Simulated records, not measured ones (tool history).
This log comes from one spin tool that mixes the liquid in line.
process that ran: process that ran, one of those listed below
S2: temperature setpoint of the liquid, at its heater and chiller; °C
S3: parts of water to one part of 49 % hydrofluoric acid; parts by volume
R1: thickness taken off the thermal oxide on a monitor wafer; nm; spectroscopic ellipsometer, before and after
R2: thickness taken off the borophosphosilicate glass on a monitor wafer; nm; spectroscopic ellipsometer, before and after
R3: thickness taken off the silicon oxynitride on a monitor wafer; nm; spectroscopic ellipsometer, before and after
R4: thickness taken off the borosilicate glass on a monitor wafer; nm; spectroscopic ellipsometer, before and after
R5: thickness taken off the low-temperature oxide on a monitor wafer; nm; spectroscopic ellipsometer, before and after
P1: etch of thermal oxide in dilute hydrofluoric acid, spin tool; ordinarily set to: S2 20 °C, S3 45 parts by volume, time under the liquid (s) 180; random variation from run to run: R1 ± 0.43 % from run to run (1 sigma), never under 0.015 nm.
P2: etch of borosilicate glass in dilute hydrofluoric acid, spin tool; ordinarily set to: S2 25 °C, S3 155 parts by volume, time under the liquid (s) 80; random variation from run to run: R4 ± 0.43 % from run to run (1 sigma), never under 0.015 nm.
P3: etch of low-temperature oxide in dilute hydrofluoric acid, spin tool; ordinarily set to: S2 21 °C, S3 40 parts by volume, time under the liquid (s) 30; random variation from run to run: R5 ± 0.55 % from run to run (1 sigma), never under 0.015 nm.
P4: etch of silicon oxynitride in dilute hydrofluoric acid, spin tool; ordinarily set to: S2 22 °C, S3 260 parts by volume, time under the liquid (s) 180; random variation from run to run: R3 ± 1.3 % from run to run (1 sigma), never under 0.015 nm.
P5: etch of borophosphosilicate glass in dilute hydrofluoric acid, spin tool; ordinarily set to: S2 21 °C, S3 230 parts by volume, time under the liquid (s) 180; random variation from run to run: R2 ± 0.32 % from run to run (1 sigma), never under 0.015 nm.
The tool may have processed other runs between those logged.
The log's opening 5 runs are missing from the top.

{"run": 6, "hour": 50.0, "process that ran": "P4", "S2": 22, "S3": 130, "time under the liquid (s)": 180, "R3": 4.1317}
{"run": 7, "hour": 62.9, "process that ran": "P1", "S2": 20, "S3": 45, "time under the liquid (s)": 330, "R1": 30.783}
{"run": 8, "hour": 69.8, "process that ran": "P1", "S2": 17, "S3": 45, "time under the liquid (s)": 180, "R1": 14.631}
{"run": 9, "hour": 78.8, "process that ran": "P1", "S2": 20, "S3": 20, "time under the liquid (s)": 180, "R1": 38.627}
{"run": 10, "hour": 90.0, "process that ran": "P2", "S2": 25, "S3": 155, "time under the liquid (s)": 80, "R4": 21.744}
{"run": 11, "hour": 97.3, "process that ran": "P1", "S2": 17, "S3": 20, "time under the liquid (s)": 180, "R1": 34.168}
{"run": 12, "hour": 104.2, "process that ran": "P1", "S2": 20, "S3": 45, "time under the liquid (s)": 40, "R1": 3.732}
{"run": 13, "hour": 114.0, "process that ran": "P2", "S2": 19.5, "S3": 155, "time under the liquid (s)": 80, "R4": 17.535}
{"run": 14, "hour": 121.7, "process that ran": "P2", "S2": 25, "S3": 155, "time under the liquid (s)": 155, "R4": 42.169}
{"run": 15, "hour": 128.1, "process that ran": "P3", "S2": 21, "S3": 20, "time under the liquid (s)": 30, "R5": 30.18}
{"run": 16, "hour": 139.5, "process that ran": "P1", "S2": 20, "S3": 45, "time under the liquid (s)": 180, "R1": 16.645}
{"run": 17, "hour": 152.3, "process that ran": "P4", "S2": 22, "S3": 260, "time under the liquid (s)": 180, "R3": 1.8196}
{"run": 18, "hour": 160.6, "process that ran": "P1", "S2": 20, "S3": 65, "time under the liquid (s)": 55, "R1": 3.4735}
{"run": 19, "hour": 168.2, "process that ran": "P4", "S2": 17, "S3": 260, "time under the liquid (s)": 180, "R3": 1.5089}
{"run": 20, "hour": 178.8, "process that ran": "P5", "S2": 21, "S3": 360, "time under the liquid (s)": 180, "R2": 14.221}
{"run": 21, "hour": 186.9, "process that ran": "P1", "S2": 17, "S3": 20, "time under the liquid (s)": 180, "R1": 34.022}
{"run": 22, "hour": 200.0, "process that ran": "P1", "S2": 20, "S3": 45, "time under the liquid (s)": 180, "R1": 16.662}

Run 23 comes next. What will it give?
{"run": 23, "hour": 209.5, "process that ran": "P1", "S2": 20, "S3": 45, "time under the liquid (s)": 180, "R1": "?"}

Run 23 measured R1 16.726 nm.
